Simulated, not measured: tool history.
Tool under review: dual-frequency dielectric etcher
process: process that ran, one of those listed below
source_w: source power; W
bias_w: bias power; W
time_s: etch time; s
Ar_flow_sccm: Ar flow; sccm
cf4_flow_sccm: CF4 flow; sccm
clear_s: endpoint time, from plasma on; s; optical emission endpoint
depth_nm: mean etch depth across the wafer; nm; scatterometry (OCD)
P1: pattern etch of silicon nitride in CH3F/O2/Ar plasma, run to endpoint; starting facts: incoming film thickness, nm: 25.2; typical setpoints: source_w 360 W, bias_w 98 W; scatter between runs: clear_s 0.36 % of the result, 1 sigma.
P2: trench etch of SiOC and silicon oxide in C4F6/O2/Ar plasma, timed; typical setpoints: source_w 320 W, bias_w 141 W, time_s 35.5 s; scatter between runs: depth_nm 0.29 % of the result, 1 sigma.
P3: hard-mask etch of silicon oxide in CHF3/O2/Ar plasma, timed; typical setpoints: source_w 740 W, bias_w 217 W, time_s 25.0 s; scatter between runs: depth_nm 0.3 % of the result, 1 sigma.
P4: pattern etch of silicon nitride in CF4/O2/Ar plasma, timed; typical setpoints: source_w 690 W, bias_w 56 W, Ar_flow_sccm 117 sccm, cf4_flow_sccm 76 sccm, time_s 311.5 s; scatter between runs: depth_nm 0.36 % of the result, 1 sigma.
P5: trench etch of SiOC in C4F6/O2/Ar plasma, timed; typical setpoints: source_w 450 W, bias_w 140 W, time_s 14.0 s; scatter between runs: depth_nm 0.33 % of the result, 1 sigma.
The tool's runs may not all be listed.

| run | hour | process | source_w | bias_w | time_s | Ar_flow_sccm | cf4_flow_sccm | hours since the last wet clean | hours since the last source power generator calibration | hours since the last bias power generator calibration | clear_s | depth_nm |
|---|---|---|---|---|---|---|---|---|---|---|---|---|
| 1 | 5.3 | P1 | 360 | 98 |  |  |  | 220.7 | 2565.1 | 1152.3 | 35.357 |  |
| 2 | 9.9 | P2 | 320 | 108 | 35.5 |  |  | 225.3 | 2569.7 | 1156.9 |  | 56.570 |
| 3 | 14.3 | P4 | 690 | 56 | 311.5 | 150 | 76 | 229.7 | 2574.1 | 1161.3 |  | 753.230 |
| 4 | 19.2 | P1 | 360 | 98 |  |  |  | 234.6 | 2579.0 | 1166.2 | 35.332 |  |
| 5 | 24.2 | P4 | 690 | 56 | 311.5 | 117 | 101 | 239.6 | 2584.0 | 1171.2 |  | 815.530 |
| 6 | 29.7 | P1 | 360 | 98 |  |  |  | 245.1 | 2589.5 | 1176.7 | 35.329 |  |
| 7 | 33.9 | P3 | 740 | 217 | 25.0 |  |  | 249.3 | 2593.7 | 1180.9 |  | 54.453 |
| 8 | 38.1 | P3 | 740 | 217 | 34.5 |  |  | 253.5 | 2597.9 | 1185.1 |  | 75.161 |
| 9 | 40.7 | P1 | 360 | 98 |  |  |  | 256.1 | 2600.5 | 1187.7 | 35.346 |  |
| 10 | 46.1 | P4 | 690 | 56 | 410.0 | 117 | 76 | 261.5 | 2605.9 | 1193.1 |  | 1027.500 |
| 11 | 50.5 | P3 | 740 | 272 | 25.0 |  |  | 265.9 | 2610.3 | 1197.5 |  | 58.740 |
| 12 | 55.9 | P1 | 360 | 134 |  |  |  | 271.3 | 2615.7 | 1202.9 | 31.368 |  |
| 13 | 61.2 | P2 | 320 | 141 | 35.5 |  |  | 276.6 | 2621.0 | 1208.2 |  | 60.933 |
| 14 | 65.7 | P3 | 520 | 217 | 25.0 |  |  | 281.1 | 2625.5 | 1212.7 |  | 47.857 |
| 15 | 68.6 | P4 | 530 | 56 | 311.5 | 117 | 76 | 284.0 | 2628.4 | 1215.6 |  | 624.440 |
| 16 | 74.5 | P4 | 690 | 56 | 311.5 | 117 | 76 | 289.9 | 2634.3 | 1221.5 |  | 786.030 |
| 17 | 77.0 | P1 | 360 | 98 |  |  |  | 292.4 | 2636.8 | 1224.0 | 35.262 |  |
| 18 | 81.3 | P1 | 360 | 68 |  |  |  | 296.7 | 2641.1 | 1228.3 | 40.201 |  |
| 19 | 86.2 | P1 | 440 | 118 |  |  |  | 301.6 | 2646.0 | 1233.2 | 30.618 |  |
| 20 | 89.8 | P4 | 690 | 40 | 311.5 | 117 | 76 | 305.2 | 2649.6 | 1236.8 |  | 689.830 |
| 21 | 94.5 | P3 | 740 | 217 | 25.0 |  |  | 309.9 | 2654.3 | 1241.5 |  | 54.436 |
| 22 | 97.4 | P1 | 280 | 98 |  |  |  | 312.8 | 2657.2 | 1244.4 | 38.582 |  |

Forecast run 23:
| 23 | 101.2 | P5 | 450 | 140 | 14.0 |  |  | 316.6 | 2661.0 | 1248.2 |  | ? |

Run 23 gave depth_nm 28.720 nm.
